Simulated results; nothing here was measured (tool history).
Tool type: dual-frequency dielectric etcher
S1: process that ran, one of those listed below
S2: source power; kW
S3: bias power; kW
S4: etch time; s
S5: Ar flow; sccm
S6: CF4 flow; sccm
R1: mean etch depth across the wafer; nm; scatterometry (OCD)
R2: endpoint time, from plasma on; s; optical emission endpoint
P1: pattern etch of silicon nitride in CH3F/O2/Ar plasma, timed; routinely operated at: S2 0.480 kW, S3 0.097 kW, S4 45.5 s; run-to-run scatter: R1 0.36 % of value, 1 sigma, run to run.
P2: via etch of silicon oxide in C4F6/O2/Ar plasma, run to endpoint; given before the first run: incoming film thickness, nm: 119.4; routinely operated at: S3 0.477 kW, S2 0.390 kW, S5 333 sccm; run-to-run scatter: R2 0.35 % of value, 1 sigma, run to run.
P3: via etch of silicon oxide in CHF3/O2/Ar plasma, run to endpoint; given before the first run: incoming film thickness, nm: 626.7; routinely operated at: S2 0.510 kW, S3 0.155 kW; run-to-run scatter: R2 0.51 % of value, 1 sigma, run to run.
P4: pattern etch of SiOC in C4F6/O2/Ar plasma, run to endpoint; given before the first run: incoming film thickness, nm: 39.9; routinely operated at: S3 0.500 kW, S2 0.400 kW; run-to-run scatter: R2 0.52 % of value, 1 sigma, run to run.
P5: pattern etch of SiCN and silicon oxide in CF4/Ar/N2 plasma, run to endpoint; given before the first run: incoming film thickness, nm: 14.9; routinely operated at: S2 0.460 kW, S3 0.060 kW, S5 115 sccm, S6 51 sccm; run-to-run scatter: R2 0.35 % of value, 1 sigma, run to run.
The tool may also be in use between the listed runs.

run   hour  S1     S2     S3    S4   S5  S6      R1       R2
  1    7.1  P1  0.480  0.097  45.5           38.598
  2   14.2  P5  0.460  0.060        115  70           19.143
  3   21.5  P1  0.650  0.097  45.5           43.299
  4   30.5  P1  0.480  0.097  45.5           38.580
  5   39.6  P1  0.480  0.075  45.5           35.106
  6   46.8  P5  0.590  0.060        115  51           16.191
  7   53.2  P5  0.460  0.042        115  51           22.751
  8   57.6  P1  0.480  0.126  45.5           42.440
  9   64.6  P2  0.390  0.617        333               24.586
 10   70.5  P1  0.480  0.097  30.5           25.812
 11   78.9  P3  0.620  0.155                         326.620
 12   85.9  P2  0.390  0.477        333               27.275
 13   92.5  P1  0.400  0.061  45.5           30.689
     100.1  -- wet clean of the chamber
 14  102.1  P5  0.460  0.060        115  51           20.246
 15  111.4  P4  0.400  0.500                          13.284
 16  120.3  P2  0.300  0.477        333               29.781
 17  127.1  P1  0.480  0.097  45.5           38.560
 18  134.2  P4  0.400  0.639                          12.007
 19  140.6  P3  0.510  0.211                         320.770
 20  145.5  P2  0.390  0.477        333               27.079
 21  151.8  P1  0.310  0.097  45.5           32.734
 22  162.1  P5  0.460  0.060        150  51           21.021
 23  167.1  P1  0.480  0.097  67.0           57.106
 24  175.9  P3  0.510  0.155                         352.590
     181.1  -- bias power generator calibrated
 25  185.4  P2  0.390  0.477        205               25.655
 26  192.9  P1  0.480  0.097  45.5           38.452
 27  201.3  P4  0.290  0.500                          15.031
 28  210.9  P1  0.480  0.097  45.5           38.731
 29  219.7  P1  0.480  0.097  45.5           38.805
 30  224.9  P1  0.620  0.097  25.0           23.296
 31  230.6  P1  0.480  0.097  45.5           38.759
 32  240.2  P1  0.480  0.097  45.5           38.135
 33  244.8  P1  0.480  0.097  45.5           38.349
 34  251.2  P1  0.480  0.097  45.5           38.114
 35  257.9  P1  0.480  0.097  45.5           38.159
 36  263.7  P1  0.480  0.097  45.5           38.220
 37  269.1  P1  0.480  0.097  45.5           38.125
 38  277.7  P1  0.480  0.097  45.5           38.022
     278.4  -- wet clean of the chamber
 39  286.6  P1  0.480  0.097  45.5           37.923
 40  296.4  P1  0.480  0.097  45.5           37.866
 41  305.2  P1  0.480  0.097  45.5           37.729

Compared with where it was, what P1 gives has crept away. Each cause listed below fits the log as well as the rest, at the size given for it:
A: bias power that arrives under what is set, % = 4.84
B: source power that arrives under what is set, % = 4.65
Creep in the process output first set in at about hour 230.6.
What rules out each remaining cause:
chamber walls in a state that lowers the etch rate, %: maintenance at hour 278.4, after the shift began, did not return the process to its former output

Of the 4 check runs listed below, each run on one wafer and each result written as a question mark, which would let you distinguish the listed causes because they would give clearly different results?
check 1  314.0  P5  0.460  0.060      115  51       ?
check 2  314.0  P2  0.390  0.477      333           ?
check 3  314.0  P4  0.400  0.500                    ?
check 4  314.0  P3  0.510  0.155                    ?

Predicted outcomes, by check and by cause:
  check  result     if A     if B
check 1      R2   20.519   21.030
check 2      R2   27.646   27.624
check 3      R2   13.553   13.541
check 4      R2  358.280  359.010
Distance between the nearest two causes, measured in the result of the check that separates them most: check 1 2.46 %; check 2 0.08 %; check 3 0.09 %; check 4 0.2 %
Check 1 is the one run that separates the causes; every other check would come out nearly the same whichever cause is at work.

Check 1 was carried out, with these results: R2 21.052 s. Which of the listed causes is responsible?

The correct cause is B, namely: source power that arrives under what is set, %.

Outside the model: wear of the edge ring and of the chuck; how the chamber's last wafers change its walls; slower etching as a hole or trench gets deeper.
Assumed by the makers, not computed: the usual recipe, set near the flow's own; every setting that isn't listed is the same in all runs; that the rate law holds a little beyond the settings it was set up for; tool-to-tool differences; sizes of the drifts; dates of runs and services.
